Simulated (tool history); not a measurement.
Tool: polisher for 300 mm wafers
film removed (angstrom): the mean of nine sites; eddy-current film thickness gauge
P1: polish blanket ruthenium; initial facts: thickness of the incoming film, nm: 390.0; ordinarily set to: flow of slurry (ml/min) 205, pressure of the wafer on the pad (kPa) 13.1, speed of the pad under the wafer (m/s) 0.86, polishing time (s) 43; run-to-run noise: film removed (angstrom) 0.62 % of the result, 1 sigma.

run,hour,flow of slurry (ml/min),pressure of the wafer on the pad (kPa),speed of the pad under the wafer (m/s),polishing time (s),wafers polished on this pad,hours since the slurry nozzle was cleaned,hours since the head pressure was calibrated,film removed (angstrom)
1,16,205,13.1,0.86,43,505,97.4,760.9,386.65
2,32.5,205,13.1,0.86,21,631,113.9,777.4,189.22
3,43.5,205,13.1,0.86,43,716,124.9,788.4,388.54
4,55.6,205,13.1,1.22,43,808,137,800.5,550.42
5,64.8,205,13.1,0.86,43,879,146.2,809.7,388.4
6,76.4,315,13.1,0.86,43,968,157.8,821.3,405.08
7,87.8,305,13.1,1.24,43,1055,169.2,832.7,583.12
# hour 89.9: head pressure recalibrated
8,103.8,205,13.1,0.86,65,1178,185.2,13.9,580.21
9,121.1,205,13.1,0.6,43,1310,202.5,31.2,269.33
10,131.3,205,8.3,0.86,43,1389,212.7,41.4,243.82
11,145.4,205,13.1,0.86,43,1497,226.8,55.5,388.76
12,159.5,205,19.3,0.86,43,1605,240.9,69.6,568.47
13,169.9,205,6.2,1.32,43,1684,251.3,80,280.52
14,180.2,205,13.1,0.86,43,1763,261.6,90.3,388.28
15,191.2,125,13.1,0.86,43,1848,272.6,101.3,357.41
16,205.5,205,13.1,0.86,43,1957,286.9,115.6,383.44
17,221.3,205,13.1,0.86,43,2078,302.7,131.4,378.13
18,237.4,205,13.1,0.86,43,2202,318.8,147.5,376.78
19,247.4,205,13.1,0.86,43,2278,328.8,157.5,369.92
# hour 258.2: head pressure recalibrated
20,264.9,205,13.1,0.86,43,2413,346.3,6.7,367.71
21,278.9,205,13.1,0.86,43,2520,360.3,20.7,366.26
22,293.4,205,13.1,0.86,43,2631,374.8,35.2,364.05
23,311.8,205,13.1,0.86,43,2772,393.2,53.6,364.1
24,325.1,205,13.1,0.86,43,2874,406.5,66.9,365.02
25,333.5,205,13.1,0.86,43,2938,414.9,75.3,366.05

P1 no longer gives what it gave before; its output has crept away from where it was. The following 2 causes, each at its listed size, fit the log equally well:
A: slurry flow missing at the pad, % = 33.1
B: removal rate lost through wear of the pad, % = 6.08
Onset of the creep was near hour 205.5.
Each remaining cause and why it is not a fit:
head's pressure below its setpoint, %: was serviced at hour 258.2, once the creep was under way, yet the earlier output never came back

Which of the 4 check runs listed below, each an average over 3 wafers with its results shown as question marks, gives clearly different results under the different listed causes?
check 1,341.9,205,13.1,0.68,43,,,,?
check 2,341.9,205,13.1,0.86,33,,,,?
check 3,341.9,205,13.1,1.1,43,,,,?
check 4,341.9,140,13.1,0.86,43,,,,?

How each check would come out, cause by cause:
check,result,if A,if B
check 1,film removed (angstrom),287.31,287.31
check 2,film removed (angstrom),278.86,278.86
check 3,film removed (angstrom),464.76,464.77
check 4,film removed (angstrom),333.72,342.57
Separation of the two closest causes in each check, using whichever result separates them best: check 1 0 %; check 2 0 %; check 3 0 %; check 4 2.62 %
Check 4 tells the causes apart: in the others they would give nearly the same result.

With check 4 done, the readings were: film removed (angstrom) 333.13. Identify which of the listed causes applies.

A is the cause: slurry flow missing at the pad, %.
